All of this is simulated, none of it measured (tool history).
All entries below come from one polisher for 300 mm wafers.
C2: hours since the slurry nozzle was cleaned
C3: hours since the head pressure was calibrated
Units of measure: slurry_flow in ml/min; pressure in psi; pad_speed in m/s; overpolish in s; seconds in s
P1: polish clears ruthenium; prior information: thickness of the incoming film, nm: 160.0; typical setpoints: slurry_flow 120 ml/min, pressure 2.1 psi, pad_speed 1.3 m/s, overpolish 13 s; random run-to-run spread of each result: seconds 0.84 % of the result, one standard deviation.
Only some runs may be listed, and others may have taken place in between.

Run 1, hour 11.3: slurry_flow 120 ml/min, pressure 2.1 psi, pad_speed 1.3 m/s, overpolish 13 s; wafers polished on this pad 456; C2 230.9; C3 279.9. Result: seconds 111.49 s.
At hour 20.8: slurry nozzle cleaned.
Run 2, hour 21.2: slurry_flow 120 ml/min, pressure 2.1 psi, pad_speed 0.64 m/s, overpolish 13 s; wafers polished on this pad 560; C2 0.4; C3 289.8. Result: seconds 228.12 s.
At hour 26.9: head pressure recalibrated.
Run 3, hour 30.6: slurry_flow 120 ml/min, pressure 2.1 psi, pad_speed 1.3 m/s, overpolish 4 s; wafers polished on this pad 659; C2 9.8; C3 3.8. Result: seconds 112.16 s.
Run 4, hour 43.4: slurry_flow 120 ml/min, pressure 2.1 psi, pad_speed 1.3 m/s, overpolish 23 s; wafers polished on this pad 793; C2 22.6; C3 16.6. Result: seconds 112.25 s.
Run 5, hour 51.8: slurry_flow 120 ml/min, pressure 1 psi, pad_speed 1.3 m/s, overpolish 13 s; wafers polished on this pad 882; C2 31; C3 25. Result: seconds 235.13 s.
Run 6, hour 64.1: slurry_flow 120 ml/min, pressure 2.1 psi, pad_speed 1.3 m/s, overpolish 13 s; wafers polished on this pad 1011; C2 43.3; C3 37.3. Result: seconds 110.9 s.
Run 7, hour 77.8: slurry_flow 120 ml/min, pressure 2.1 psi, pad_speed 1.3 m/s, overpolish 13 s; wafers polished on this pad 1155; C2 57; C3 51. Result: seconds 112.72 s.
Run 8, hour 90: slurry_flow 120 ml/min, pressure 2.9 psi, pad_speed 1.86 m/s, overpolish 13 s; wafers polished on this pad 1284; C2 69.2; C3 63.2. Result: seconds 57.264 s.
Run 9, hour 98.4: slurry_flow 120 ml/min, pressure 2.1 psi, pad_speed 2.04 m/s, overpolish 13 s; wafers polished on this pad 1372; C2 77.6; C3 71.6. Result: seconds 70.922 s.
Run 10, hour 106: slurry_flow 120 ml/min, pressure 2.7 psi, pad_speed 1.3 m/s, overpolish 13 s; wafers polished on this pad 1452; C2 85.2; C3 79.2. Result: seconds 87.346 s.
Run 11, hour 112.4: slurry_flow 70 ml/min, pressure 2.1 psi, pad_speed 1.3 m/s, overpolish 13 s; wafers polished on this pad 1520; C2 91.6; C3 85.6. Result: seconds 127.94 s.
Run 12, hour 120.3: slurry_flow 120 ml/min, pressure 2.1 psi, pad_speed 1.3 m/s, overpolish 13 s; wafers polished on this pad 1603; C2 99.5; C3 93.5. Result: seconds 109.14 s.
Run 13, hour 132.9: slurry_flow 150 ml/min, pressure 2.1 psi, pad_speed 1.3 m/s, overpolish 13 s; wafers polished on this pad 1735; C2 112.1; C3 106.1. Result: seconds 105.41 s.
Run 14, hour 142.3: slurry_flow 120 ml/min, pressure 2.1 psi, pad_speed 1.3 m/s, overpolish 13 s; wafers polished on this pad 1834; C2 121.5; C3 115.5. Result: seconds 111.97 s.
Run 15, hour 150.3: slurry_flow 120 ml/min, pressure 2.1 psi, pad_speed 1.3 m/s, overpolish 13 s; wafers polished on this pad 1918; C2 129.5; C3 123.5. Result: seconds 116.33 s.
Run 16, hour 158.8: slurry_flow 120 ml/min, pressure 2.1 psi, pad_speed 1.3 m/s, overpolish 13 s; wafers polished on this pad 2008; C2 138; C3 132. Result: seconds 118.03 s.
Run 17, hour 165.7: slurry_flow 120 ml/min, pressure 2.1 psi, pad_speed 1.3 m/s, overpolish 13 s; wafers polished on this pad 2081; C2 144.9; C3 138.9. Result: seconds 118.79 s.
Run 18, hour 175.4: slurry_flow 120 ml/min, pressure 2.1 psi, pad_speed 1.3 m/s, overpolish 13 s; wafers polished on this pad 2183; C2 154.6; C3 148.6. Result: seconds 117.12 s.
At hour 185.8: head pressure recalibrated.
Run 19, hour 188.3: slurry_flow 120 ml/min, pressure 2.1 psi, pad_speed 1.3 m/s, overpolish 13 s; wafers polished on this pad 2318; C2 167.5; C3 2.5. Result: seconds 120.4 s.
Run 20, hour 200.3: slurry_flow 120 ml/min, pressure 2.1 psi, pad_speed 1.3 m/s, overpolish 13 s; wafers polished on this pad 2445; C2 179.5; C3 14.5. Result: seconds 120.49 s.

What P1 gives has crept off from where it sat before. The 2 causes that follow fit the log equally well, each at the size noted:
A: slurry flow missing at the pad, % = 25.5
B: removal rate lost through wear of the pad, % = 6.85
The gradual shift began around hour 142.3.
All other causes, with the reason each is excluded:
head's pressure below its setpoint, %: was serviced at hour 185.8, once the creep was under way, yet the earlier output never came back

4 check runs are offered, each on 3 wafers whose results are averaged, their results left as question marks. Which one tells the causes apart?
Run check 1, hour 212.3: slurry_flow 70 ml/min, pressure 2.1 psi, pad_speed 0.86 m/s, overpolish 13 s. Result: seconds ?.
Run check 2, hour 212.3: slurry_flow 120 ml/min, pressure 1.1 psi, pad_speed 1.3 m/s, overpolish 21 s. Result: seconds ?.
Run check 3, hour 212.3: slurry_flow 120 ml/min, pressure 2.1 psi, pad_speed 0.9 m/s, overpolish 13 s. Result: seconds ?.
Run check 4, hour 212.3: slurry_flow 120 ml/min, pressure 1.2 psi, pad_speed 0.66 m/s, overpolish 13 s. Result: seconds ?.

What each check would give under each cause:
  check   result    if A    if B
check 1  seconds  217.94  209.15
check 2  seconds  228.38  228.36
check 3  seconds  172.79  172.78
check 4  seconds  412.35  412.32
Gap, in per cent, between the two causes that each check separates least, read from the result that separates them most: check 1 4.12 %; check 2 0.01 %; check 3 0.01 %; check 4 0.01 %
Of the check runs offered, only check 1 discriminates between the causes; the rest would read about the same regardless of which cause applies.

Here is what check 1 returned: seconds 209.32 s. Which cause is it?

Of the candidate causes, it is B: removal rate lost through wear of the pad, %.
